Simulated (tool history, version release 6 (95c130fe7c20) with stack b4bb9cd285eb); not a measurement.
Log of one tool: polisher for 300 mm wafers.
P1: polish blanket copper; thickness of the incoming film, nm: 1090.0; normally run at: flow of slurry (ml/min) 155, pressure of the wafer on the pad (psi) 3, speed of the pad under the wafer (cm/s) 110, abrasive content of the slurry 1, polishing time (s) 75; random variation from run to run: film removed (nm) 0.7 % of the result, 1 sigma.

run     day  flow of slurry (ml/min)  pressure of the wafer on the pad (psi)  speed of the pad under the wafer (cm/s)  abrasive content of the slurry  polishing time (s)  film removed (nm)
  1   0.412                      155                                       3                                      110                               1                  75             207.73
  2   0.892                      155                                       3                                      110                               1                  75             207.43
  3   1.358                      155                                       3                                      110                            0.65                  37             91.831
  4   2.058                      155                                       3                                      110                             0.5                  75             180.34
  5   2.542                      155                                       4                                      110                               1                  75             275.53
      2.975  -- slurry blender recalibrated
  6   3.254                      155                                       3                                      110                               1                  34             94.379
      3.504  -- head pressure recalibrated
  7   3.679                      155                                       3                                      110                               1                  75             207.89
  8   4.242                      155                                     1.4                                      110                               1                  75             96.084
  9   4.896                      155                                       3                                      154                               1                  75             289.58
 10   5.338                      155                                       3                                       54                               1                  75              100.6
 11   5.875                      155                                       3                                      110                            1.45                  75                224
 12   6.517                      105                                       3                                      110                               1                  75             191.69
 13   7.092                      155                                       3                                      110                               1                 115              318.9
      7.496  -- slurry nozzle cleaned
 14   7.738                      235                                       3                                      110                               1                  75             218.82
 15   8.458                      155                                       3                                      110                               1                  75             205.62
 16   8.975                      155                                       3                                      110                               1                  75             208.94
 17   9.488                      155                                       3                                      110                               1                  75             202.88
 18   9.983                      155                                       3                                      110                               1                  75              196.3
 19  10.408                      155                                       3                                      110                               1                  75             197.48
 20  11.058                      155                                       3                                      110                               1                  75             192.48
 21  11.575                      155                                       3                                      110                               1                  75             191.85
 22  12.054                      155                                       3                                      110                               1                  75             188.75
     12.175  -- head pressure recalibrated
 23  12.488                      155                                       3                                      110                               1                  75             189.55
     12.671  -- slurry blender recalibrated
 24  13.025                      155                                       3                                      110                               1                  75             188.58
 25  13.408                      155                                       3                                      110                               1                  75             192.38
 26  13.875                      155                                       3                                      110                               1                  75              188.7
 27  14.283                      155                                       3                                      110                               1                  75              189.6

What P1 gives has crept away from where it was. These 2 causes fit the log equally well, each at the size given:
A: slurry flow missing at the pad, % = 36.6
B: removal rate lost through wear of the pad, % = 9.01
The creep began at about day 8.975.
Why every other cause is out:
head's pressure below its setpoint, %: serviced at day 12.175, which brought nothing back
abrasive missing from the slurry, %: serviced at day 12.671, which brought nothing back

4 check runs are offered, each on 5 wafers whose results are averaged, their results left as question marks. Which one tells the causes apart?
check 1  14.692                      215                                     1.6                                      110                               1                  75                  ?
check 2  14.692                      155                                       3                                      110                             1.3                  36                  ?
check 3  14.692                      155                                       3                                      110                            0.55                 110                  ?
check 4  14.692                      155                                     3.6                                       54                               1                  75                  ?

What each check would give under each cause:
  check             result    if A    if B
check 1  film removed (nm)  107.86  105.26
check 2  film removed (nm)  95.662  95.674
check 3  film removed (nm)  244.02  244.05
check 4  film removed (nm)  110.89   110.9
How far apart the two closest causes lie, in the result that separates them most: check 1 2.44 %; check 2 0.01 %; check 3 0.01 %; check 4 0.01 %
Check 1 tells the causes apart: in the others they would give nearly the same result.

Check 1 was then run and gave: film removed (nm) 105.27. Which cause is it?

It is B: removal rate lost through wear of the pad, %.
